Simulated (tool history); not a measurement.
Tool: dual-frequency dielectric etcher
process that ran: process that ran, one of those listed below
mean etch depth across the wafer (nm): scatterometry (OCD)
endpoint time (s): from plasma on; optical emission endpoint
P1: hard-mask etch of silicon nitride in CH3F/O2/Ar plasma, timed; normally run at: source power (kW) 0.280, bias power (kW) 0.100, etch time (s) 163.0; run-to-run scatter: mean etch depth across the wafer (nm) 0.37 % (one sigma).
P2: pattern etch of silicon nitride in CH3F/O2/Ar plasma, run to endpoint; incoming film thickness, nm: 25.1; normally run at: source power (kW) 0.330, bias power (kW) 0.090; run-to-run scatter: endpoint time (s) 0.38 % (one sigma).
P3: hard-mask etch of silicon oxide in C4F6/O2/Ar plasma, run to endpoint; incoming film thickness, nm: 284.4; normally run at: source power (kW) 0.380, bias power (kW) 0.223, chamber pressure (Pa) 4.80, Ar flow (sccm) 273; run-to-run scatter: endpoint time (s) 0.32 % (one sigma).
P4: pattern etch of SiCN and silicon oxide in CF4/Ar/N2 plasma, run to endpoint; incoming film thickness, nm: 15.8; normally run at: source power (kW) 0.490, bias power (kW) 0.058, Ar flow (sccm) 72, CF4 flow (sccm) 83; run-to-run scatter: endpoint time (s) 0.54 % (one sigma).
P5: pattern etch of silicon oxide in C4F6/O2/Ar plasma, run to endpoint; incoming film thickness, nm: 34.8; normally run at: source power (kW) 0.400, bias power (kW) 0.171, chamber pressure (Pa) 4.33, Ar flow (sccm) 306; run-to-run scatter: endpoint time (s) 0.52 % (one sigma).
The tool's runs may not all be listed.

| run | hour | process that ran | source power (kW) | bias power (kW) | etch time (s) | chamber pressure (Pa) | Ar flow (sccm) | CF4 flow (sccm) | hours since the last wet clean | hours since the last source power generator calibration | hours since the last bias power generator calibration | mean etch depth across the wafer (nm) | endpoint time (s) |
|---|---|---|---|---|---|---|---|---|---|---|---|---|---|
| 1 | 18.2 | P1 | 0.280 | 0.100 | 163.0 |  |  |  | 269.3 | 735.5 | 586.7 | 114.350 |  |
| 2 | 32.1 | P3 | 0.230 | 0.223 |  | 4.80 | 273 |  | 283.2 | 749.4 | 600.6 |  | 103.030 |
| 3 | 48.5 | P1 | 0.280 | 0.100 | 224.0 |  |  |  | 299.6 | 765.8 | 617.0 | 157.020 |  |
| 4 | 61.2 | P1 | 0.280 | 0.100 | 163.0 |  |  |  | 312.3 | 778.5 | 629.7 | 114.400 |  |
| 5 | 70.7 | P3 | 0.380 | 0.223 |  | 4.80 | 358 |  | 321.8 | 788.0 | 639.2 |  | 87.732 |
| 6 | 84.8 | P2 | 0.330 | 0.090 |  |  |  |  | 335.9 | 802.1 | 653.3 |  | 36.341 |
| 7 | 102.8 | P2 | 0.330 | 0.090 |  |  |  |  | 353.9 | 820.1 | 671.3 |  | 35.944 |
| 8 | 120.6 | P1 | 0.280 | 0.133 | 217.5 |  |  |  | 371.7 | 837.9 | 689.1 | 171.290 |  |
| 9 | 130.7 | P4 | 0.690 | 0.058 |  |  | 72 | 83 | 381.8 | 848.0 | 699.2 |  | 12.405 |
| 10 | 146.2 | P4 | 0.490 | 0.058 |  |  | 72 | 65 | 397.3 | 863.5 | 714.7 |  | 17.335 |
| 11 | 157.0 | P4 | 0.490 | 0.035 |  |  | 72 | 83 | 408.1 | 874.3 | 725.5 |  | 19.433 |
| 12 | 170.6 | P3 | 0.380 | 0.162 |  | 4.80 | 273 |  | 421.7 | 887.9 | 739.1 |  | 93.962 |
| 13 | 186.4 | P5 | 0.400 | 0.171 |  | 4.33 | 306 |  | 437.5 | 903.7 | 754.9 |  | 10.922 |
| 14 | 200.7 | P1 | 0.380 | 0.100 | 163.0 |  |  |  | 451.8 | 918.0 | 769.2 | 127.970 |  |
| 15 | 216.0 | P1 | 0.280 | 0.134 | 163.0 |  |  |  | 467.1 | 933.3 | 784.5 | 128.770 |  |
| 16 | 225.7 | P1 | 0.280 | 0.079 | 163.0 |  |  |  | 476.8 | 943.0 | 794.2 | 106.180 |  |
| 17 | 238.4 | P5 | 0.400 | 0.171 |  | 4.33 | 410 |  | 489.5 | 955.7 | 806.9 |  | 11.248 |
| 18 | 247.7 | P3 | 0.380 | 0.223 |  | 4.80 | 273 |  | 498.8 | 965.0 | 816.2 |  | 84.614 |
| 19 | 265.7 | P1 | 0.280 | 0.100 | 126.5 |  |  |  | 516.8 | 983.0 | 834.2 | 89.071 |  |
| 20 | 280.8 | P4 | 0.490 | 0.058 |  |  | 72 | 83 | 531.9 | 998.1 | 849.3 |  | 16.969 |
| 21 | 295.1 | P5 | 0.400 | 0.117 |  | 4.33 | 306 |  | 546.2 | 1012.4 | 863.6 |  | 12.122 |
| 22 | 313.2 | P1 | 0.220 | 0.100 | 163.0 |  |  |  | 564.3 | 1030.5 | 881.7 | 105.870 |  |
| 23 | 324.3 | P2 | 0.430 | 0.090 |  |  |  |  | 575.4 | 1041.6 | 892.8 |  | 32.688 |
| 24 | 342.5 | P1 | 0.280 | 0.100 | 163.0 |  |  |  | 593.6 | 1059.8 | 911.0 | 114.520 |  |
| 25 | 353.3 | P5 | 0.280 | 0.171 |  | 4.33 | 306 |  | 604.4 | 1070.6 | 921.8 |  | 12.429 |
| 26 | 369.9 | P1 | 0.280 | 0.100 | 163.0 |  |  |  | 621.0 | 1087.2 | 938.4 | 114.750 |  |
| 27 | 387.9 | P3 | 0.380 | 0.223 |  | 3.33 | 273 |  | 639.0 | 1105.2 | 956.4 |  | 81.506 |
| 28 | 403.4 | P4 | 0.490 | 0.058 |  |  | 72 | 83 | 654.5 | 1120.7 | 971.9 |  | 16.794 |
| 29 | 418.8 | P3 | 0.380 | 0.223 |  | 4.80 | 273 |  | 669.9 | 1136.1 | 987.3 |  | 84.779 |
| 30 | 437.0 | P1 | 0.280 | 0.100 | 163.0 |  |  |  | 688.1 | 1154.3 | 1005.5 | 114.420 |  |
| 31 | 451.5 | P2 | 0.330 | 0.125 |  |  |  |  | 702.6 | 1168.8 | 1020.0 |  | 32.137 |
| 32 | 467.0 | P1 | 0.280 | 0.100 | 163.0 |  |  |  | 718.1 | 1184.3 | 1035.5 | 115.470 |  |
| 33 | 479.3 | P1 | 0.380 | 0.100 | 214.5 |  |  |  | 730.4 | 1196.6 | 1047.8 | 168.010 |  |
| 34 | 496.3 | P5 | 0.400 | 0.171 |  | 5.80 | 306 |  | 747.4 | 1213.6 | 1064.8 |  | 11.245 |
| 35 | 514.0 | P4 | 0.490 | 0.058 |  |  | 55 | 83 | 765.1 | 1231.3 | 1082.5 |  | 16.190 |
| 36 | 526.0 | P1 | 0.280 | 0.100 | 163.0 |  |  |  | 777.1 | 1243.3 | 1094.5 | 114.790 |  |
| 37 | 542.2 | P1 | 0.280 | 0.100 | 163.0 |  |  |  | 793.3 | 1259.5 | 1110.7 | 114.800 |  |
| 38 | 556.1 | P1 | 0.280 | 0.100 | 163.0 |  |  |  | 807.2 | 1273.4 | 1124.6 | 114.290 |  |
| 39 | 573.9 | P1 | 0.280 | 0.100 | 163.0 |  |  |  | 825.0 | 1291.2 | 1142.4 | 113.280 |  |
| 40 | 586.7 | P1 | 0.280 | 0.100 | 163.0 |  |  |  | 837.8 | 1304.0 | 1155.2 | 112.450 |  |
| 41 | 598.8 | P1 | 0.280 | 0.100 | 163.0 |  |  |  | 849.9 | 1316.1 | 1167.3 | 113.000 |  |
| 42 | 615.8 | P1 | 0.280 | 0.100 | 163.0 |  |  |  | 866.9 | 1333.1 | 1184.3 | 113.280 |  |
| 43 | 633.0 | P1 | 0.280 | 0.100 | 163.0 |  |  |  | 884.1 | 1350.3 | 1201.5 | 112.930 |  |
|  | 639.6 | wet clean of the chamber |
| 44 | 647.2 | P1 | 0.280 | 0.100 | 163.0 |  |  |  | 7.6 | 1364.5 | 1215.7 | 113.180 |  |
| 45 | 660.4 | P1 | 0.280 | 0.100 | 163.0 |  |  |  | 20.8 | 1377.7 | 1228.9 | 111.930 |  |
| 46 | 678.1 | P1 | 0.280 | 0.100 | 163.0 |  |  |  | 38.5 | 1395.4 | 1246.6 | 112.570 |  |
| 47 | 696.4 | P1 | 0.280 | 0.100 | 163.0 |  |  |  | 56.8 | 1413.7 | 1264.9 | 112.570 |  |

What P1 gives has crept away from where it was. These 2 causes fit the log equally well, each at the size given:
A: bias power that arrives under what is set, % = 4.81
B: source power that arrives under what is set, % = 4.87
The creep began at about hour 542.2.
Why every other cause is out:
chamber walls in a state that lowers the etch rate, %: serviced at hour 639.6, which brought nothing back

4 check runs are offered, each on 2 wafers whose results are averaged, their results left as question marks. Which one tells the causes apart?
| check 1 | 714.7 | P5 | 0.400 | 0.122 |  | 4.33 | 381 |  |  |  |  |  | ? |
| check 2 | 714.7 | P3 | 0.230 | 0.223 |  | 4.80 | 354 |  |  |  |  |  | ? |
| check 3 | 714.7 | P4 | 0.670 | 0.037 |  |  | 72 | 83 |  |  |  |  | ? |
| check 4 | 714.7 | P2 | 0.400 | 0.123 |  |  |  |  |  |  |  |  | ? |

What each check would give under each cause:
| check | result | if A | if B |
|---|---|---|---|
| check 1 | endpoint time (s) | 12.499 | 12.571 |
| check 2 | endpoint time (s) | 107.750 | 107.980 |
| check 3 | endpoint time (s) | 14.551 | 15.045 |
| check 4 | endpoint time (s) | 30.560 | 30.550 |
How far apart the two closest causes lie, in the result that separates them most: check 1 0.58 %; check 2 0.22 %; check 3 3.34 %; check 4 0.03 %
Only check 3 tells the causes apart: in the others they would give nearly the same result.

Check 3 was then run and gave: endpoint time (s) 15.143. Which cause is it?

It is B: source power that arrives under what is set, %.

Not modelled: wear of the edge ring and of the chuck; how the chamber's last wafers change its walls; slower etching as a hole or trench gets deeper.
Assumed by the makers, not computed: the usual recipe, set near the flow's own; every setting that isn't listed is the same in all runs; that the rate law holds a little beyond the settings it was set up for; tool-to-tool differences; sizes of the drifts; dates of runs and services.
